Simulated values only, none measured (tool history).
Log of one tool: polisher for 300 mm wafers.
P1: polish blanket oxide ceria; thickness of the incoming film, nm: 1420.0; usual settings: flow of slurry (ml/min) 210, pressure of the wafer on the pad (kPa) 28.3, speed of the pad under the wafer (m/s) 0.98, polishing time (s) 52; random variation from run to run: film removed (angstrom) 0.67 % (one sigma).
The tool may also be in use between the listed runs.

| run | hour | flow of slurry (ml/min) | pressure of the wafer on the pad (kPa) | speed of the pad under the wafer (m/s) | polishing time (s) | wafers polished on this pad | hours since the slurry nozzle was cleaned | hours since the head pressure was calibrated | film removed (angstrom) |
|---|---|---|---|---|---|---|---|---|---|
| 1 | 7.9 | 210 | 28.3 | 0.98 | 52 | 232 | 268.4 | 129.5 | 3260.1 |
| 2 | 17.7 | 130 | 28.3 | 0.98 | 52 | 342 | 278.2 | 139.3 | 3011.8 |
| 3 | 28.7 | 335 | 28.3 | 0.98 | 52 | 465 | 289.2 | 150.3 | 3438.8 |
| 4 | 36.4 | 210 | 28.3 | 0.50 | 52 | 551 | 296.9 | 158.0 | 1637.1 |
| 5 | 44.2 | 210 | 28.3 | 0.98 | 65 | 638 | 304.7 | 165.8 | 4051.2 |
| 6 | 50.4 | 210 | 12.4 | 0.98 | 52 | 708 | 310.9 | 172.0 | 1411.3 |
| 7 | 60.7 | 210 | 28.3 | 0.98 | 52 | 823 | 321.2 | 182.3 | 3188.9 |
| 8 | 72.0 | 210 | 42.7 | 0.98 | 52 | 949 | 332.5 | 193.6 | 4896.6 |
| 9 | 78.9 | 210 | 28.3 | 0.98 | 52 | 1027 | 339.4 | 200.5 | 3245.0 |
|  | 84.6 | worn pad replaced by a new one |
| 10 | 85.5 | 210 | 28.3 | 0.98 | 32 | 10 | 346.0 | 207.1 | 1975.3 |
| 11 | 92.0 | 210 | 28.3 | 1.38 | 52 | 83 | 352.5 | 213.6 | 4490.3 |
| 12 | 101.2 | 210 | 28.3 | 0.98 | 52 | 186 | 361.7 | 222.8 | 3266.5 |
| 13 | 111.4 | 210 | 35.2 | 1.30 | 52 | 300 | 371.9 | 233.0 | 5329.5 |
| 14 | 116.6 | 210 | 28.3 | 0.98 | 52 | 358 | 377.1 | 238.2 | 3230.4 |
| 15 | 126.2 | 210 | 28.3 | 0.98 | 52 | 466 | 386.7 | 247.8 | 3160.9 |
| 16 | 134.1 | 210 | 28.3 | 0.98 | 52 | 554 | 394.6 | 255.7 | 3084.3 |
| 17 | 144.9 | 210 | 28.3 | 0.98 | 52 | 675 | 405.4 | 266.5 | 3023.9 |
|  | 146.3 | worn pad replaced by a new one |
| 18 | 152.2 | 210 | 28.3 | 0.98 | 52 | 66 | 412.7 | 273.8 | 3007.0 |
| 19 | 161.4 | 210 | 28.3 | 0.98 | 52 | 169 | 421.9 | 283.0 | 3021.4 |
| 20 | 169.7 | 210 | 28.3 | 0.98 | 52 | 262 | 430.2 | 291.3 | 2984.5 |
| 21 | 176.9 | 210 | 28.3 | 0.98 | 52 | 343 | 437.4 | 298.5 | 3000.3 |
| 22 | 186.1 | 210 | 28.3 | 0.98 | 52 | 446 | 446.6 | 307.7 | 3011.6 |

What P1 gives has crept away from where it was. These 2 causes fit the log equally well, each at the size given:
A: slurry flow missing at the pad, % = 38
B: head's pressure below its setpoint, % = 7.36
The creep began at about hour 116.6.
Why every other cause is out:
removal rate lost through wear of the pad, %: serviced at hour 146.3, which brought nothing back

4 check runs are offered, each on 2 wafers whose results are averaged, their results left as question marks. Which one tells the causes apart?
| check 1 | 195.3 | 210 | 28.3 | 0.52 | 52 |  |  |  | ? |
| check 2 | 195.3 | 210 | 28.3 | 1.20 | 52 |  |  |  | ? |
| check 3 | 195.3 | 210 | 13.1 | 0.78 | 52 |  |  |  | ? |
| check 4 | 195.3 | 140 | 34.5 | 0.98 | 52 |  |  |  | ? |

What each check would give under each cause:
| check | result | if A | if B |
|---|---|---|---|
| check 1 | film removed (angstrom) | 1586.9 | 1586.8 |
| check 2 | film removed (angstrom) | 3662.1 | 3661.9 |
| check 3 | film removed (angstrom) | 1103.1 | 1103.0 |
| check 4 | film removed (angstrom) | 3311.5 | 3425.9 |
How far apart the two closest causes lie, in the result that separates them most: check 1 0 %; check 2 0 %; check 3 0 %; check 4 3.4 %
Only check 4 tells the causes apart: in the others they would give nearly the same result.

Check 4 was then run and gave: film removed (angstrom) 3330.0. Which cause is it?

It is A: slurry flow missing at the pad, %.
